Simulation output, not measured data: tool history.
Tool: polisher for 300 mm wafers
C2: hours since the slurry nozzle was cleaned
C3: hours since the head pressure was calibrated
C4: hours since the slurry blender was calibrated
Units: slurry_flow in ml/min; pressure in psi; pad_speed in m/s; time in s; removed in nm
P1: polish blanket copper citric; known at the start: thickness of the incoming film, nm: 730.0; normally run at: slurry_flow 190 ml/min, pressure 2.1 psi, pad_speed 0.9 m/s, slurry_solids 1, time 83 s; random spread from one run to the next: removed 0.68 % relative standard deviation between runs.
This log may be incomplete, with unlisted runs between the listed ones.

{"run": 1, "day": 0.562, "slurry_flow": 190, "pressure": 2.1, "pad_speed": 0.9, "slurry_solids": 1, "time": 83, "wafers polished on this pad": 549, "C2": 98.6, "C3": 201.7, "C4": 198.9, "removed": 103.04}
{"run": 2, "day": 1.133, "slurry_flow": 190, "pressure": 2.1, "pad_speed": 0.9, "slurry_solids": 1.2, "time": 83, "wafers polished on this pad": 696, "C2": 112.3, "C3": 215.4, "C4": 212.6, "removed": 108.04}
{"run": 3, "day": 1.638, "slurry_flow": 190, "pressure": 2.1, "pad_speed": 0.9, "slurry_solids": 1, "time": 83, "wafers polished on this pad": 826, "C2": 124.4, "C3": 227.5, "C4": 224.7, "removed": 104.88}
{"run": 4, "day": 2.017, "slurry_flow": 190, "pressure": 3.3, "pad_speed": 0.9, "slurry_solids": 1, "time": 83, "wafers polished on this pad": 924, "C2": 133.5, "C3": 236.6, "C4": 233.8, "removed": 161.07}
{"day": 2.342, "done": "head pressure recalibrated"}
{"run": 5, "day": 2.379, "slurry_flow": 190, "pressure": 2.1, "pad_speed": 1.2, "slurry_solids": 1, "time": 83, "wafers polished on this pad": 1017, "C2": 142.2, "C3": 0.9, "C4": 242.5, "removed": 139.12}
{"run": 6, "day": 2.979, "slurry_flow": 295, "pressure": 2.1, "pad_speed": 0.9, "slurry_solids": 1, "time": 83, "wafers polished on this pad": 1172, "C2": 156.6, "C3": 15.3, "C4": 256.9, "removed": 110.33}
{"run": 7, "day": 3.483, "slurry_flow": 190, "pressure": 2.1, "pad_speed": 0.9, "slurry_solids": 1, "time": 83, "wafers polished on this pad": 1301, "C2": 168.7, "C3": 27.4, "C4": 269, "removed": 103.86}
{"run": 8, "day": 4.05, "slurry_flow": 130, "pressure": 2.1, "pad_speed": 0.9, "slurry_solids": 1, "time": 83, "wafers polished on this pad": 1447, "C2": 182.3, "C3": 41, "C4": 282.6, "removed": 98.825}
{"run": 9, "day": 4.462, "slurry_flow": 190, "pressure": 2.1, "pad_speed": 0.9, "slurry_solids": 1, "time": 83, "wafers polished on this pad": 1554, "C2": 192.2, "C3": 50.9, "C4": 292.5, "removed": 104.6}
{"run": 10, "day": 4.942, "slurry_flow": 190, "pressure": 1, "pad_speed": 0.9, "slurry_solids": 0.65, "time": 83, "wafers polished on this pad": 1677, "C2": 203.7, "C3": 62.4, "C4": 304, "removed": 47.462}
{"run": 11, "day": 5.246, "slurry_flow": 190, "pressure": 2.1, "pad_speed": 0.9, "slurry_solids": 1, "time": 130, "wafers polished on this pad": 1755, "C2": 211, "C3": 69.7, "C4": 311.3, "removed": 161.83}
{"run": 12, "day": 5.621, "slurry_flow": 190, "pressure": 2.1, "pad_speed": 0.9, "slurry_solids": 1, "time": 37, "wafers polished on this pad": 1852, "C2": 220, "C3": 78.7, "C4": 320.3, "removed": 46.676}
{"run": 13, "day": 5.917, "slurry_flow": 190, "pressure": 2.1, "pad_speed": 0.9, "slurry_solids": 1, "time": 83, "wafers polished on this pad": 1928, "C2": 227.1, "C3": 85.8, "C4": 327.4, "removed": 104.47}
{"run": 14, "day": 6.254, "slurry_flow": 190, "pressure": 1.3, "pad_speed": 0.9, "slurry_solids": 1, "time": 83, "wafers polished on this pad": 2015, "C2": 235.2, "C3": 93.9, "C4": 335.5, "removed": 65.844}
{"run": 15, "day": 6.696, "slurry_flow": 190, "pressure": 2.1, "pad_speed": 0.9, "slurry_solids": 0.55, "time": 83, "wafers polished on this pad": 2129, "C2": 245.8, "C3": 104.5, "C4": 346.1, "removed": 92.662}
{"run": 16, "day": 7.204, "slurry_flow": 190, "pressure": 2.1, "pad_speed": 0.4, "slurry_solids": 1, "time": 83, "wafers polished on this pad": 2260, "C2": 258, "C3": 116.7, "C4": 358.3, "removed": 48.636}
{"run": 17, "day": 7.646, "slurry_flow": 190, "pressure": 2.1, "pad_speed": 0.9, "slurry_solids": 1, "time": 83, "wafers polished on this pad": 2374, "C2": 268.6, "C3": 127.3, "C4": 368.9, "removed": 103.98}
{"run": 18, "day": 8.233, "slurry_flow": 190, "pressure": 2.1, "pad_speed": 0.9, "slurry_solids": 1, "time": 83, "wafers polished on this pad": 2525, "C2": 282.7, "C3": 141.4, "C4": 383, "removed": 100.59}
{"run": 19, "day": 8.754, "slurry_flow": 190, "pressure": 2.1, "pad_speed": 0.9, "slurry_solids": 1, "time": 83, "wafers polished on this pad": 2659, "C2": 295.2, "C3": 153.9, "C4": 395.5, "removed": 98.39}
{"run": 20, "day": 9.242, "slurry_flow": 190, "pressure": 2.1, "pad_speed": 0.9, "slurry_solids": 1, "time": 83, "wafers polished on this pad": 2785, "C2": 306.9, "C3": 165.6, "C4": 407.2, "removed": 97.886}
{"day": 9.408, "done": "slurry blender recalibrated"}
{"run": 21, "day": 9.658, "slurry_flow": 190, "pressure": 2.1, "pad_speed": 0.9, "slurry_solids": 1, "time": 83, "wafers polished on this pad": 2892, "C2": 316.9, "C3": 175.6, "C4": 6.1, "removed": 97.219}
{"day": 9.854, "done": "head pressure recalibrated"}
{"run": 22, "day": 10.217, "slurry_flow": 190, "pressure": 2.1, "pad_speed": 0.9, "slurry_solids": 1, "time": 83, "wafers polished on this pad": 3036, "C2": 330.3, "C3": 8.7, "C4": 19.5, "removed": 96.69}
{"run": 23, "day": 10.696, "slurry_flow": 190, "pressure": 2.1, "pad_speed": 0.9, "slurry_solids": 1, "time": 83, "wafers polished on this pad": 3159, "C2": 341.8, "C3": 20.2, "C4": 31, "removed": 97.168}

P1 no longer gives what it gave before; its output has crept away from where it was. The following 2 causes, each at its listed size, fit the log equally well:
A: removal rate lost through wear of the pad, % = 7.19
B: slurry flow missing at the pad, % = 35.3
At approximately day 7.646, the process output began to creep.
Ruled out, with reasons:
head's pressure below its setpoint, %: serviced at day 9.854, which brought nothing back
abrasive missing from the slurry, %: serviced at day 9.408, which brought nothing back

Consider the 4 check runs below, whose results appear as question marks and each of which averages 3 wafers. Which one distinguishes the causes, in that each cause would give it a clearly different result?
{"run": "check 1", "day": 11.175, "slurry_flow": 190, "pressure": 2.1, "pad_speed": 0.56, "slurry_solids": 0.8, "time": 83, "removed": "?"}
{"run": "check 2", "day": 11.175, "slurry_flow": 190, "pressure": 2.1, "pad_speed": 0.9, "slurry_solids": 0.6, "time": 39, "removed": "?"}
{"run": "check 3", "day": 11.175, "slurry_flow": 190, "pressure": 2.1, "pad_speed": 0.44, "slurry_solids": 1, "time": 109, "removed": "?"}
{"run": "check 4", "day": 11.175, "slurry_flow": 130, "pressure": 2.1, "pad_speed": 0.9, "slurry_solids": 1, "time": 116, "removed": "?"}

How each check would come out, cause by cause:
check=check_1 result=removed if_A=58.916 if_B=58.913
check=check_2 result=removed if_A=41.008 if_B=41.007
check=check_3 result=removed if_A=64.757 if_B=64.754
check=check_4 result=removed if_A=127.3 if_B=123.46
How far apart the two closest causes lie, in the result that separates them most: check 1 0 %; check 2 0 %; check 3 0 %; check 4 3.06 %
Check 4 tells the causes apart: in the others they would give nearly the same result.

Check 4 was then run and gave: removed 123.06 nm. Which cause is it?

It is B: slurry flow missing at the pad, %.

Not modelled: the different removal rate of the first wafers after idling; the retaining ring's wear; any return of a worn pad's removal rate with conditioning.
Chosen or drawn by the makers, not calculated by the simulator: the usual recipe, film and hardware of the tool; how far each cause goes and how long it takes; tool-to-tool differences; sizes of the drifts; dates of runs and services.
